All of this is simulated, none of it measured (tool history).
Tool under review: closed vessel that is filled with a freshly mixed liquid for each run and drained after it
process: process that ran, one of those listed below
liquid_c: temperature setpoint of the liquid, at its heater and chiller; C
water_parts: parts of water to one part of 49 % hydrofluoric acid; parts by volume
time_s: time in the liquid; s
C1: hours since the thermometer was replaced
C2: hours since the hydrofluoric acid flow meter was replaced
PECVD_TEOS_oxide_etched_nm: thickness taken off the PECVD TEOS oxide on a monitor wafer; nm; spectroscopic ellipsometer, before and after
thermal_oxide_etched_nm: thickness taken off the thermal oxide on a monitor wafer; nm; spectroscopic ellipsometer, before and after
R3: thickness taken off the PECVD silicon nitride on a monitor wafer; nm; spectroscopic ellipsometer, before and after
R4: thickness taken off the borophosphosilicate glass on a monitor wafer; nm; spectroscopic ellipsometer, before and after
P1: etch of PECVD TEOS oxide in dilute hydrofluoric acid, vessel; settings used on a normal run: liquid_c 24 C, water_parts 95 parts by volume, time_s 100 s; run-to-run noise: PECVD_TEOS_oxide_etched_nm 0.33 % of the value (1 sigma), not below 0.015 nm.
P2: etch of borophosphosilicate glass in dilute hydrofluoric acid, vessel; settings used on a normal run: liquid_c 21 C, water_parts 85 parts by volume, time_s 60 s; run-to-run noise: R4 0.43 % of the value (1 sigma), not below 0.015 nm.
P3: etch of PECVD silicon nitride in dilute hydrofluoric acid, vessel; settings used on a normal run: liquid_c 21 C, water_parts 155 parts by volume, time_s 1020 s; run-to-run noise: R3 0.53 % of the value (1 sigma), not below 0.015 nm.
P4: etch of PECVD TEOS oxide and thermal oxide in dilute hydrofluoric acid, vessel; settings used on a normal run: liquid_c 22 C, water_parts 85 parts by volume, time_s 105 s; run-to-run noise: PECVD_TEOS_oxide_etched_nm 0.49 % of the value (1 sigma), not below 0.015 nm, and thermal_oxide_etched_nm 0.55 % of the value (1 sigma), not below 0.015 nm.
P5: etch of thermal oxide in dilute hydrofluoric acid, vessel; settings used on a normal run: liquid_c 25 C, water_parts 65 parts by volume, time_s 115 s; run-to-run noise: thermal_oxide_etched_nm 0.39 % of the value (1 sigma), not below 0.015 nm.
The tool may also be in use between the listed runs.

{"run": 1, "hour": 8.8, "process": "P1", "liquid_c": 24, "water_parts": 95, "time_s": 100, "C1": 434.9, "C2": 1251.5, "PECVD_TEOS_oxide_etched_nm": 13.358}
{"run": 2, "hour": 18.0, "process": "P4", "liquid_c": 22, "water_parts": 85, "time_s": 105, "C1": 444.1, "C2": 1260.7, "PECVD_TEOS_oxide_etched_nm": 23.015, "thermal_oxide_etched_nm": 5.5116}
{"run": 3, "hour": 23.6, "process": "P1", "liquid_c": 24, "water_parts": 95, "time_s": 100, "C1": 449.7, "C2": 1266.3, "PECVD_TEOS_oxide_etched_nm": 13.342}
{"run": 4, "hour": 30.8, "process": "P1", "liquid_c": 24, "water_parts": 95, "time_s": 100, "C1": 456.9, "C2": 1273.5, "PECVD_TEOS_oxide_etched_nm": 13.414}
{"run": 5, "hour": 38.4, "process": "P3", "liquid_c": 21, "water_parts": 240, "time_s": 1020, "C1": 464.5, "C2": 1281.1, "R3": 20.265}
{"run": 6, "hour": 45.2, "process": "P2", "liquid_c": 21, "water_parts": 85, "time_s": 60, "C1": 471.3, "C2": 1287.9, "R4": 16.506}
{"run": 7, "hour": 50.7, "process": "P1", "liquid_c": 20, "water_parts": 95, "time_s": 100, "C1": 476.8, "C2": 1293.4, "PECVD_TEOS_oxide_etched_nm": 11.342}
{"run": 8, "hour": 59.6, "process": "P5", "liquid_c": 25, "water_parts": 20, "time_s": 115, "C1": 485.7, "C2": 1302.3, "thermal_oxide_etched_nm": 30.035}
{"run": 9, "hour": 68.2, "process": "P4", "liquid_c": 17, "water_parts": 85, "time_s": 105, "C1": 494.3, "C2": 1310.9, "PECVD_TEOS_oxide_etched_nm": 18.569, "thermal_oxide_etched_nm": 4.4678}
{"run": 10, "hour": 73.1, "process": "P5", "liquid_c": 25, "water_parts": 65, "time_s": 30, "C1": 499.2, "C2": 1315.8, "thermal_oxide_etched_nm": 2.3028}
{"run": 11, "hour": 82.7, "process": "P1", "liquid_c": 24, "water_parts": 95, "time_s": 100, "C1": 508.8, "C2": 1325.4, "PECVD_TEOS_oxide_etched_nm": 13.386}
{"run": 12, "hour": 88.4, "process": "P3", "liquid_c": 28, "water_parts": 155, "time_s": 1020, "C1": 514.5, "C2": 1331.1, "R3": 48.768}
{"run": 13, "hour": 97.2, "process": "P1", "liquid_c": 24, "water_parts": 40, "time_s": 100, "C1": 523.3, "C2": 1339.9, "PECVD_TEOS_oxide_etched_nm": 34.224}
{"run": 14, "hour": 104.3, "process": "P4", "liquid_c": 22, "water_parts": 85, "time_s": 105, "C1": 530.4, "C2": 1347, "PECVD_TEOS_oxide_etched_nm": 22.98, "thermal_oxide_etched_nm": 5.4749}
{"run": 15, "hour": 111.5, "process": "P2", "liquid_c": 21, "water_parts": 85, "time_s": 105, "C1": 537.6, "C2": 1354.2, "R4": 28.941}
{"run": 16, "hour": 119.6, "process": "P2", "liquid_c": 21, "water_parts": 150, "time_s": 60, "C1": 545.7, "C2": 1362.3, "R4": 8.7145}
{"run": 17, "hour": 126.6, "process": "P1", "liquid_c": 24, "water_parts": 95, "time_s": 150, "C1": 552.7, "C2": 1369.3, "PECVD_TEOS_oxide_etched_nm": 19.985}
{"run": 18, "hour": 133.7, "process": "P3", "liquid_c": 21, "water_parts": 155, "time_s": 1020, "C1": 559.8, "C2": 1376.4, "R3": 31.052}
{"run": 19, "hour": 141.9, "process": "P1", "liquid_c": 18, "water_parts": 130, "time_s": 100, "C1": 568, "C2": 1384.6, "PECVD_TEOS_oxide_etched_nm": 7.3718}
{"run": 20, "hour": 146.5, "process": "P1", "liquid_c": 24, "water_parts": 95, "time_s": 100, "C1": 572.6, "C2": 1389.2, "PECVD_TEOS_oxide_etched_nm": 13.409}
{"run": 21, "hour": 155.9, "process": "P2", "liquid_c": 25.5, "water_parts": 85, "time_s": 60, "C1": 582, "C2": 1398.6, "R4": 19.768}
{"run": 22, "hour": 160.9, "process": "P1", "liquid_c": 24, "water_parts": 95, "time_s": 40, "C1": 587, "C2": 1403.6, "PECVD_TEOS_oxide_etched_nm": 5.3446}
{"run": 23, "hour": 167.7, "process": "P4", "liquid_c": 22, "water_parts": 85, "time_s": 175, "C1": 593.8, "C2": 1410.4, "PECVD_TEOS_oxide_etched_nm": 38.154, "thermal_oxide_etched_nm": 9.1141}
{"run": 24, "hour": 176.3, "process": "P1", "liquid_c": 24, "water_parts": 20, "time_s": 40, "C1": 602.4, "C2": 1419, "PECVD_TEOS_oxide_etched_nm": 27.988}
{"run": 25, "hour": 183.6, "process": "P4", "liquid_c": 22, "water_parts": 135, "time_s": 105, "C1": 609.7, "C2": 1426.3, "PECVD_TEOS_oxide_etched_nm": 13.633, "thermal_oxide_etched_nm": 3.2779}
{"run": 26, "hour": 188.8, "process": "P5", "liquid_c": 19.5, "water_parts": 65, "time_s": 115, "C1": 614.9, "C2": 1431.5, "thermal_oxide_etched_nm": 6.9188}
{"run": 27, "hour": 196.0, "process": "P5", "liquid_c": 25, "water_parts": 65, "time_s": 115, "C1": 622.1, "C2": 1438.7, "thermal_oxide_etched_nm": 8.7178}
{"run": 28, "hour": 204.5, "process": "P1", "liquid_c": 28.5, "water_parts": 95, "time_s": 100, "C1": 630.6, "C2": 1447.2, "PECVD_TEOS_oxide_etched_nm": 16.004}
{"run": 29, "hour": 208.9, "process": "P3", "liquid_c": 21, "water_parts": 155, "time_s": 1795, "C1": 635, "C2": 1451.6, "R3": 54.691}
{"run": 30, "hour": 215.7, "process": "P1", "liquid_c": 29, "water_parts": 135, "time_s": 100, "C1": 641.8, "C2": 1458.4, "PECVD_TEOS_oxide_etched_nm": 10.745}
{"run": 31, "hour": 223.2, "process": "P1", "liquid_c": 24, "water_parts": 170, "time_s": 100, "C1": 649.3, "C2": 1465.9, "PECVD_TEOS_oxide_etched_nm": 6.8431}
{"run": 32, "hour": 229.7, "process": "P1", "liquid_c": 24, "water_parts": 95, "time_s": 100, "C1": 655.8, "C2": 1472.4, "PECVD_TEOS_oxide_etched_nm": 13.4}
{"run": 33, "hour": 239.6, "process": "P1", "liquid_c": 24, "water_parts": 95, "time_s": 100, "C1": 665.7, "C2": 1482.3, "PECVD_TEOS_oxide_etched_nm": 12.861}
{"run": 34, "hour": 248.5, "process": "P1", "liquid_c": 24, "water_parts": 95, "time_s": 100, "C1": 674.6, "C2": 1491.2, "PECVD_TEOS_oxide_etched_nm": 12.517}
{"run": 35, "hour": 256.5, "process": "P1", "liquid_c": 24, "water_parts": 95, "time_s": 100, "C1": 682.6, "C2": 1499.2, "PECVD_TEOS_oxide_etched_nm": 12.463}
{"run": 36, "hour": 261.4, "process": "P1", "liquid_c": 24, "water_parts": 95, "time_s": 100, "C1": 687.5, "C2": 1504.1, "PECVD_TEOS_oxide_etched_nm": 12.279}
{"run": 37, "hour": 265.9, "process": "P1", "liquid_c": 24, "water_parts": 95, "time_s": 100, "C1": 692, "C2": 1508.6, "PECVD_TEOS_oxide_etched_nm": 12.277}
{"run": 38, "hour": 272.9, "process": "P1", "liquid_c": 24, "water_parts": 95, "time_s": 100, "C1": 699, "C2": 1515.6, "PECVD_TEOS_oxide_etched_nm": 12.213}
{"run": 39, "hour": 282.6, "process": "P1", "liquid_c": 24, "water_parts": 95, "time_s": 100, "C1": 708.7, "C2": 1525.3, "PECVD_TEOS_oxide_etched_nm": 12.149}
{"run": 40, "hour": 289.5, "process": "P1", "liquid_c": 24, "water_parts": 95, "time_s": 100, "C1": 715.6, "C2": 1532.2, "PECVD_TEOS_oxide_etched_nm": 12.157}
{"run": 41, "hour": 298.8, "process": "P1", "liquid_c": 24, "water_parts": 95, "time_s": 100, "C1": 724.9, "C2": 1541.5, "PECVD_TEOS_oxide_etched_nm": 12.153}
{"run": 42, "hour": 308.0, "process": "P1", "liquid_c": 24, "water_parts": 95, "time_s": 100, "C1": 734.1, "C2": 1550.7, "PECVD_TEOS_oxide_etched_nm": 12.039}

P1 has crept away from where it was. The log is fitted equally well by each of these 2 causes, at the sizes shown:
A: liquid colder than its thermometer reads (K) = 2.43
B: hydrofluoric acid flow below the setpoint (%) = 8.31
The onset of the drift is placed at about hour 229.7.

Of the 4 check runs listed below, each run on one wafer and each result written as a question mark, which would let you distinguish the listed causes because they would give clearly different results?
{"run": "check 1", "hour": 317.2, "process": "P4", "liquid_c": 18, "water_parts": 130, "time_s": 105, "PECVD_TEOS_oxide_etched_nm": "?", "thermal_oxide_etched_nm": "?"}
{"run": "check 2", "hour": 317.2, "process": "P2", "liquid_c": 21, "water_parts": 145, "time_s": 95, "R4": "?"}
{"run": "check 3", "hour": 317.2, "process": "P3", "liquid_c": 21, "water_parts": 235, "time_s": 1640, "R3": "?"}
{"run": "check 4", "hour": 317.2, "process": "P5", "liquid_c": 20, "water_parts": 65, "time_s": 30, "thermal_oxide_etched_nm": "?"}

Expected result of each check under each candidate cause:
check=check_1 result=PECVD_TEOS_oxide_etched_nm if_A=10.969 if_B=10.995
check=check_1 result=thermal_oxide_etched_nm if_A=2.6203 if_B=2.6263
check=check_2 result=R4 if_A=12.999 if_B=12.953
check=check_3 result=R3 if_A=28.373 if_B=30.533
check=check_4 result=thermal_oxide_etched_nm if_A=1.664 if_B=1.6799
Minimum pairwise separation of causes per check, each pair taken at its best-separating result: check 1 0.23 %; check 2 0.35 %; check 3 7.34 %; check 4 0.95 %
Check 3 tells the causes apart: in the others they would give nearly the same result.

The results of check 3 are: R3 28.469 nm. Based on these, which of the listed causes is it?

The correct cause is A, namely: liquid colder than its thermometer reads (K).

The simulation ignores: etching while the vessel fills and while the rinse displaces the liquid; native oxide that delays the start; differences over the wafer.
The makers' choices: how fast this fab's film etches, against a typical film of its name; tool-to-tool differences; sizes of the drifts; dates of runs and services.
